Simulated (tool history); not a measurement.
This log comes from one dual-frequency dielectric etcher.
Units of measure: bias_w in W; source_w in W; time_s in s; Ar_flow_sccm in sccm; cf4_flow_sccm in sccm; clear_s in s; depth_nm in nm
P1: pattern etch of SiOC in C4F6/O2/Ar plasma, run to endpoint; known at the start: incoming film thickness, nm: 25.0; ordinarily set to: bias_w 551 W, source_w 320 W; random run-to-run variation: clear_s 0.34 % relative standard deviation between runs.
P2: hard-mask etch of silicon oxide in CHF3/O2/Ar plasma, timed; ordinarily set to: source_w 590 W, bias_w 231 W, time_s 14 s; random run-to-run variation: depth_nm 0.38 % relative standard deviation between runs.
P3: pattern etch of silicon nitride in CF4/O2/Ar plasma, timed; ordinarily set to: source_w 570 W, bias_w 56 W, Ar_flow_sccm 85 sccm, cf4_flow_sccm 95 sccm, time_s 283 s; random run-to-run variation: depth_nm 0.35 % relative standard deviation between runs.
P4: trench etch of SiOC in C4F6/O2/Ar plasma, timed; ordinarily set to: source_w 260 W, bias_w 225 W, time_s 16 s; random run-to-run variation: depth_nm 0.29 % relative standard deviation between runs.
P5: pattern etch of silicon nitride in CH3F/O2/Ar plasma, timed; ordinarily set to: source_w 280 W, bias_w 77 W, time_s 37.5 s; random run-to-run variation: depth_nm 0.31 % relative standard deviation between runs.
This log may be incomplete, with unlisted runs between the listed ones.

run	day	process	bias_w	source_w	time_s	Ar_flow_sccm	cf4_flow_sccm	clear_s	depth_nm
1	0.538	P1	551	320				8.8702	
2	1.004	P5	77	280	37.5				23.492
3	1.562	P2	142	590	14				25.935
4	1.867	P4	225	330	16				33.475
5	2.133	P2	231	590	14				30.318
6	2.4	P3	56	460	283	85	95		522.67
7	2.7	P2	231	450	14				27.537
8	3.254	P4	225	260	23.5				44.951
9	3.758	P4	225	260	16				30.519
10	4.283	P3	56	570	283	85	95		634.6
11	4.779	P5	77	340	37.5				25.444
# day 4.954: wet clean of the chamber
12	5.162	P3	56	570	415	85	95		927.86
13	5.667	P4	152	260	16				26.763
14	6.158	P4	225	260	16				30.546
15	6.688	P1	359	200				12.386	
16	7.208	P2	231	590	18.5				40.359
17	7.692	P5	77	280	21.5				13.555
18	8.125	P1	766	320				7.7267	
19	8.55	P1	551	380				8.3297	

For run 20, what comes out?
20	8.879	P3	56	570	283	85	55		?

depth_nm: 587.04 nm
